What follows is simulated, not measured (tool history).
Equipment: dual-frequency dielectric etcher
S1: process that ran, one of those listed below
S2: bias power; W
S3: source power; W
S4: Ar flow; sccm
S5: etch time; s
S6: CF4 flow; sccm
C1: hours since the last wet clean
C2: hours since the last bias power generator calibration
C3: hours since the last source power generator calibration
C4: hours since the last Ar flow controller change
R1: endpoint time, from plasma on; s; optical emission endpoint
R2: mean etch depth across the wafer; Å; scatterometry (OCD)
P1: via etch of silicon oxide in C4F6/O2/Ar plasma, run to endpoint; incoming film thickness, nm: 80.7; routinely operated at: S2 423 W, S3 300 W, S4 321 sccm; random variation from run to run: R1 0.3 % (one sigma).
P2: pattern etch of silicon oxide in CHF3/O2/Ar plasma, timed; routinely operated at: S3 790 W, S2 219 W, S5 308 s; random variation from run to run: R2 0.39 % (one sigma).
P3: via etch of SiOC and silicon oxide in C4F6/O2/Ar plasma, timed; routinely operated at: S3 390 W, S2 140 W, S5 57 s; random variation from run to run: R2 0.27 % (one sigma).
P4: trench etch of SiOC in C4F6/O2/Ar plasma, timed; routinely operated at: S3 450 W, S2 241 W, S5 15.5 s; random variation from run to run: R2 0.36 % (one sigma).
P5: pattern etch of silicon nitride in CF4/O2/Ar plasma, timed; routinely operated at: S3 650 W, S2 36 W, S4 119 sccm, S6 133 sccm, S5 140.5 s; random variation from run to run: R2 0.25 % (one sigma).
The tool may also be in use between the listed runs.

run   hour  S1   S2   S3   S4     S5   S6     C1      C2      C3      C4      R1      R2
  1   13.8  P1  423  300  321              145.9  1820.4   936.8  2963.6  21.411
  2   26.7  P1  423  300  321              158.8  1833.3   949.7  2976.5   21.48
  3   43.3  P3  140  540          57       175.4  1849.9   966.3  2993.1          681.07
  4   62.4  P2  219  790         308       194.5    1869   985.4  3012.2          7121.2
  5   75.3  P2  219  790       198.5       207.4  1881.9   998.3  3025.1          4565.5
  6   93.7  P2  219  790         308       225.8  1900.3  1016.7  3043.5          7095.4
  7  108.1  P1  423  300  207              240.2  1914.7  1031.1  3057.9  20.562
  8  121.2  P2  166  790         308       253.3  1927.8  1044.2    3071            6498
  9    130  P1  423  230  391              262.1  1936.6    1053  3079.8  24.154
 10  148.4  P3  106  390          57       280.5    1955  1071.4  3098.2          553.64
 11  167.1  P3  140  390        31.5       299.2  1973.7  1090.1  3116.9          331.35
 12  181.9  P4  241  450           9         314  1988.5  1104.9  3131.7          214.54
 13  197.6  P1  423  300  321              329.7  2004.2  1120.6  3147.4  21.584
 14  214.5  P1  423  300  447              346.6  2021.1  1137.5  3164.3  22.401
 15  225.3  P1  291  300  321              357.4  2031.9  1148.3  3175.1  24.612
 16  234.7  P5   36  770  119  140.5  133  366.8  2041.3  1157.7  3184.5          3558.2
 17  245.3  P1  423  300  321              377.4  2051.9  1168.3  3195.1   21.54
     249.6  -- bias power generator calibrated
 18  254.6  P5   36  650  119  140.5  133  386.7       5  1177.6  3204.4            3074
 19  273.5  P1  423  300  321              405.6    23.9  1196.5  3223.3  21.544
 20  291.4  P4  241  450        15.5       423.5    41.8  1214.4  3241.2          370.27
 21  304.5  P1  534  400  321              436.6    54.9  1227.5  3254.3  17.801
 22    320  P5   36  650   86  140.5  133  452.1    70.4    1243  3269.8          3199.1
 23  338.6  P3  140  390          57       470.7      89  1261.6  3288.4           602.5
 24  351.9  P1  423  170  321                484   102.3  1274.9  3301.7  26.525
 25  366.3  P2  219  460         308       498.4   116.7  1289.3  3316.1          5817.4
 26  378.9  P4  241  540        15.5         511   129.3  1301.9  3328.7           395.7
 27  388.9  P4  167  450        15.5         521   139.3  1311.9  3338.7           328.1
 28  397.8  P1  564  300  321              529.9   148.2  1320.8  3347.6  19.336
 29  415.2  P5   49  650  119  140.5  133  547.3   165.6  1338.2    3365          3410.4
 30  424.1  P5   36  650  119  140.5   79  556.2   174.5  1347.1  3373.9          2828.4
 31  432.6  P1  423  300  321              564.7     183  1355.6  3382.4  21.463
 32  448.7  P1  423  420  321              580.8   199.1  1371.7  3398.5  18.889
 33  462.8  P5   36  650  119     80  133  594.9   213.2  1385.8  3412.6            1744
 34  472.7  P1  423  300  321              604.8   223.1  1395.7  3422.5  21.317
 35  490.9  P1  423  300  321                623   241.3  1413.9  3440.7  21.282
 36  508.7  P1  423  300  321              640.8   259.1  1431.7  3458.5  21.312
 37  524.2  P1  423  300  321              656.3   274.6  1447.2    3474  21.269
     532.5  -- Ar flow controller replaced
 38  541.8  P1  423  300  321              673.9   292.2  1464.8     9.3  21.235
 39  554.1  P1  423  300  321              686.2   304.5  1477.1    21.6  21.208
 40  562.8  P1  423  300  321              694.9   313.2  1485.8    30.3  21.189
     563.8  -- wet clean of the chamber
 41  575.9  P1  423  300  321               12.2   326.3  1498.9    43.4  21.272
 42  589.8  P1  423  300  321               26.1   340.2  1512.8    57.3  21.114
 43  607.4  P1  423  300  321               43.7   357.8  1530.4    74.9  21.152
 44  623.9  P1  423  300  321               60.2   374.3  1546.9    91.4  21.093

P1 no longer gives what it gave before; its output has crept away from where it was. The following 2 causes, each at its listed size, fit the log equally well:
A: bias power that arrives over what is set, % = 4.12
B: source power that arrives over what is set, % = 4.14
The creep began at about hour 472.7.
Other possible causes, and why each is ruled out:
chamber walls in a state that raises the etch rate, %: its service at hour 563.8 followed the start of the drift and did not put the process back to its old value
Ar flow that arrives under what is set, %: its service at hour 532.5 followed the start of the drift and did not put the process back to its old value

Of the 4 check runs listed below, each run on one wafer and each result written as a question mark, which would let you distinguish the listed causes because they would give clearly different results?
check 1  640.4  P2  219  500       211                           ?
check 2  640.4  P3  140  500        57                           ?
check 3  640.4  P5   36  650  119   99  83                       ?
check 4  640.4  P4  171  450        12                           ?

If the cause were each of the candidates in turn, the checks would give the following:
  check  result    if A    if B
check 1      R2  4155.3  4159.4
check 2      R2  669.39  672.02
check 3      R2  2044.6    2088
check 4      R2   259.1  259.95
Per-check spread between the two closest causes, in the result where they differ most: check 1 0.1 %; check 2 0.39 %; check 3 2.1 %; check 4 0.33 %
Check 3 is the one run that separates the causes; every other check would come out nearly the same whichever cause is at work.

Then check 3 was run and gave: R2 2082.1 Å. Which cause is it?

Of the candidate causes, it is B: source power that arrives over what is set, %.
